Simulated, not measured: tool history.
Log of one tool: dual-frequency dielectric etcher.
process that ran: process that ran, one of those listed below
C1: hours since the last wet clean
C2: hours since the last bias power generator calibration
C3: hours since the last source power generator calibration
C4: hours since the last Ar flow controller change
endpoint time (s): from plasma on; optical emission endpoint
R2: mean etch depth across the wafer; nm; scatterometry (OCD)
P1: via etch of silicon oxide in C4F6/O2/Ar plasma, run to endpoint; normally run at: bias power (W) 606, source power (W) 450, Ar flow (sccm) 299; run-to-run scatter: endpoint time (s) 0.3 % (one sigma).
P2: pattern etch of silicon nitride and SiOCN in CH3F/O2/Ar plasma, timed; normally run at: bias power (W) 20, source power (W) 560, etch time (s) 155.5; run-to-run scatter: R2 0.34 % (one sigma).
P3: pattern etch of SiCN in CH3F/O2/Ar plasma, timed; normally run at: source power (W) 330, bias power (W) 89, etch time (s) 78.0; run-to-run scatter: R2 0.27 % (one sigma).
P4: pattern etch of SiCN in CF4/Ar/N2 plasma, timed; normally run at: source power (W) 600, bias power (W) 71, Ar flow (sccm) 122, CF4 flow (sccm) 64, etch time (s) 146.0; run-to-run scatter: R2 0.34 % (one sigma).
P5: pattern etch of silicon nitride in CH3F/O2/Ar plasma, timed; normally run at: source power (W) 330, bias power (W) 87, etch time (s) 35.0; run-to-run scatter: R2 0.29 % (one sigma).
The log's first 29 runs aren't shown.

Run 30, hour 210.3: process that ran P1, bias power (W) 500, source power (W) 450, Ar flow (sccm) 372; C1 441.5; C2 2875.0; C3 79.1; C4 2922.6. Result: endpoint time (s) 28.605.
Run 31, hour 217.2: process that ran P4, bias power (W) 52, source power (W) 600, Ar flow (sccm) 122, etch time (s) 146.0, CF4 flow (sccm) 64; C1 448.4; C2 2881.9; C3 86.0; C4 2929.5. Result: R2 139.320 nm.
Run 32, hour 226.0: process that ran P3, bias power (W) 89, source power (W) 330, etch time (s) 78.0; C1 457.2; C2 2890.7; C3 94.8; C4 2938.3. Result: R2 28.916 nm.
Run 33, hour 233.5: process that ran P5, bias power (W) 87, source power (W) 330, etch time (s) 51.0; C1 464.7; C2 2898.2; C3 102.3; C4 2945.8. Result: R2 35.731 nm.
Run 34, hour 237.5: process that ran P1, bias power (W) 390, source power (W) 450, Ar flow (sccm) 299; C1 468.7; C2 2902.2; C3 106.3; C4 2949.8. Result: endpoint time (s) 30.558.
Run 35, hour 243.2: process that ran P2, bias power (W) 20, source power (W) 750, etch time (s) 155.5; C1 474.4; C2 2907.9; C3 112.0; C4 2955.5. Result: R2 25.389 nm.
Run 36, hour 248.2: process that ran P1, bias power (W) 606, source power (W) 450, Ar flow (sccm) 299; C1 479.4; C2 2912.9; C3 117.0; C4 2960.5. Result: endpoint time (s) 25.912.
Run 37, hour 255.3: process that ran P1, bias power (W) 606, source power (W) 450, Ar flow (sccm) 299; C1 486.5; C2 2920.0; C3 124.1; C4 2967.6. Result: endpoint time (s) 26.143.
Run 38, hour 261.0: process that ran P1, bias power (W) 606, source power (W) 450, Ar flow (sccm) 299; C1 492.2; C2 2925.7; C3 129.8; C4 2973.3. Result: endpoint time (s) 26.295.
Run 39, hour 266.6: process that ran P1, bias power (W) 606, source power (W) 450, Ar flow (sccm) 299; C1 497.8; C2 2931.3; C3 135.4; C4 2978.9. Result: endpoint time (s) 26.207.
At hour 269.5: Ar flow controller replaced.
Run 40, hour 275.6: process that ran P1, bias power (W) 606, source power (W) 450, Ar flow (sccm) 299; C1 506.8; C2 2940.3; C3 144.4; C4 6.1. Result: endpoint time (s) 26.226.

The next listed run, before its measurement:
Run 41, hour 282.9: process that ran P1, bias power (W) 606, source power (W) 450, Ar flow (sccm) 299; C1 514.1; C2 2947.6; C3 151.7; C4 13.4. Result: endpoint time (s) ?.

Run 41 gave endpoint time (s) 26.371.

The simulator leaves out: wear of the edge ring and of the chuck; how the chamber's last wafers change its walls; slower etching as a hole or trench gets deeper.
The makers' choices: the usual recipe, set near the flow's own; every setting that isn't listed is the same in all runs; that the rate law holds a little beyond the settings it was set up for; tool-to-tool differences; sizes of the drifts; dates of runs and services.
